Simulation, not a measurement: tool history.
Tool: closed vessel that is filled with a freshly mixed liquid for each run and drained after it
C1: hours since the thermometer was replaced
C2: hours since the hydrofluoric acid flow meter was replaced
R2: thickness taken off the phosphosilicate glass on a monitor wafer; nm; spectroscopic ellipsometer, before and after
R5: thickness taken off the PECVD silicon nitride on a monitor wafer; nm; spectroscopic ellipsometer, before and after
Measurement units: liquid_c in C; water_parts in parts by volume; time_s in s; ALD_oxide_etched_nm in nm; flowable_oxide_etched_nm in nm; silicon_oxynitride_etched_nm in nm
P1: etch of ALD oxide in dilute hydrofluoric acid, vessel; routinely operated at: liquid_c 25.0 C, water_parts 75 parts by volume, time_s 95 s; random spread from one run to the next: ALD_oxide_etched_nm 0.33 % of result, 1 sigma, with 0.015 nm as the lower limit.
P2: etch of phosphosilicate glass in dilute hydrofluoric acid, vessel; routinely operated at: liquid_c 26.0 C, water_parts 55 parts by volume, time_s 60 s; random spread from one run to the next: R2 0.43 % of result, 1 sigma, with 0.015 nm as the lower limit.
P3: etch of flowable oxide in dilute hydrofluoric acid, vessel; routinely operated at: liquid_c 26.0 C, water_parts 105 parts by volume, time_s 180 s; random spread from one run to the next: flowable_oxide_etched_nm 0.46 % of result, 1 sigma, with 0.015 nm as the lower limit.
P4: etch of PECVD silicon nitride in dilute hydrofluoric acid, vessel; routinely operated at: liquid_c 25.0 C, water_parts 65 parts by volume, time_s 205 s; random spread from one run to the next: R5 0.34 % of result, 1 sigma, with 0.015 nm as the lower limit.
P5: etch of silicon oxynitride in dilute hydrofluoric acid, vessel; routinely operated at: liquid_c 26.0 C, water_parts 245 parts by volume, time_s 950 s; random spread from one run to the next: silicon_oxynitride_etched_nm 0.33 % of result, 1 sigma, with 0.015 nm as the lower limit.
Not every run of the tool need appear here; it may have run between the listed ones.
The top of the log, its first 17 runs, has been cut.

Run 18, hour 246.3: process P4, liquid_c 25.0 C, water_parts 65 parts by volume, time_s 90 s; C1 617.0; C2 563.7. Result: R5 3.6787 nm.
Run 19, hour 255.6: process P1, liquid_c 25.0 C, water_parts 35 parts by volume, time_s 95 s; C1 626.3; C2 573.0. Result: ALD_oxide_etched_nm 34.8740 nm.
Run 20, hour 273.1: process P4, liquid_c 25.0 C, water_parts 110 parts by volume, time_s 205 s; C1 643.8; C2 590.5. Result: R5 4.9754 nm.
Run 21, hour 289.1: process P1, liquid_c 25.0 C, water_parts 110 parts by volume, time_s 95 s; C1 659.8; C2 606.5. Result: ALD_oxide_etched_nm 10.0340 nm.
Run 22, hour 301.8: process P2, liquid_c 26.0 C, water_parts 55 parts by volume, time_s 60 s; C1 672.5; C2 619.2. Result: R2 211.18 nm.
Run 23, hour 313.7: process P2, liquid_c 29.5 C, water_parts 55 parts by volume, time_s 60 s; C1 684.4; C2 631.1. Result: R2 239.30 nm.
Run 24, hour 329.9: process P3, liquid_c 20.5 C, water_parts 105 parts by volume, time_s 180 s; C1 700.6; C2 647.3. Result: flowable_oxide_etched_nm 49.218 nm.
Run 25, hour 341.4: process P3, liquid_c 26.0 C, water_parts 105 parts by volume, time_s 95 s; C1 712.1; C2 658.8. Result: flowable_oxide_etched_nm 32.226 nm.
Run 26, hour 351.4: process P3, liquid_c 26.0 C, water_parts 185 parts by volume, time_s 180 s; C1 722.1; C2 668.8. Result: flowable_oxide_etched_nm 31.365 nm.
Run 27, hour 366.9: process P4, liquid_c 29.0 C, water_parts 65 parts by volume, time_s 205 s; C1 737.6; C2 684.3. Result: R5 10.8040 nm.
Run 28, hour 377.6: process P3, liquid_c 26.0 C, water_parts 105 parts by volume, time_s 180 s; C1 748.3; C2 695.0. Result: flowable_oxide_etched_nm 61.362 nm.
Run 29, hour 387.3: process P4, liquid_c 25.0 C, water_parts 65 parts by volume, time_s 205 s; C1 758.0; C2 704.7. Result: R5 8.3021 nm.
Run 30, hour 395.4: process P5, liquid_c 26.0 C, water_parts 355 parts by volume, time_s 950 s; C1 766.1; C2 712.8. Result: silicon_oxynitride_etched_nm 5.9246 nm.
Run 31, hour 413.1: process P1, liquid_c 18.5 C, water_parts 125 parts by volume, time_s 95 s; C1 783.8; C2 730.5. Result: ALD_oxide_etched_nm 6.6845 nm.
Run 32, hour 422.8: process P5, liquid_c 26.0 C, water_parts 245 parts by volume, time_s 950 s; C1 793.5; C2 740.2. Result: silicon_oxynitride_etched_nm 9.3525 nm.
Run 33, hour 434.5: process P1, liquid_c 20.5 C, water_parts 75 parts by volume, time_s 95 s; C1 805.2; C2 751.9. Result: ALD_oxide_etched_nm 12.7810 nm.
Run 34, hour 450.3: process P1, liquid_c 25.0 C, water_parts 75 parts by volume, time_s 95 s; C1 821.0; C2 767.7. Result: ALD_oxide_etched_nm 15.4290 nm.
Run 35, hour 462.6: process P1, liquid_c 25.0 C, water_parts 75 parts by volume, time_s 95 s; C1 833.3; C2 780.0. Result: ALD_oxide_etched_nm 15.6820 nm.
Run 36, hour 477.8: process P1, liquid_c 25.0 C, water_parts 75 parts by volume, time_s 95 s; C1 848.5; C2 795.2. Result: ALD_oxide_etched_nm 15.9710 nm.

Forecast run 37:
Run 37, hour 488.1: process P1, liquid_c 25.0 C, water_parts 75 parts by volume, time_s 95 s; C1 858.8; C2 805.5. Result: ALD_oxide_etched_nm ?.

ALD_oxide_etched_nm: 16.0650 nm

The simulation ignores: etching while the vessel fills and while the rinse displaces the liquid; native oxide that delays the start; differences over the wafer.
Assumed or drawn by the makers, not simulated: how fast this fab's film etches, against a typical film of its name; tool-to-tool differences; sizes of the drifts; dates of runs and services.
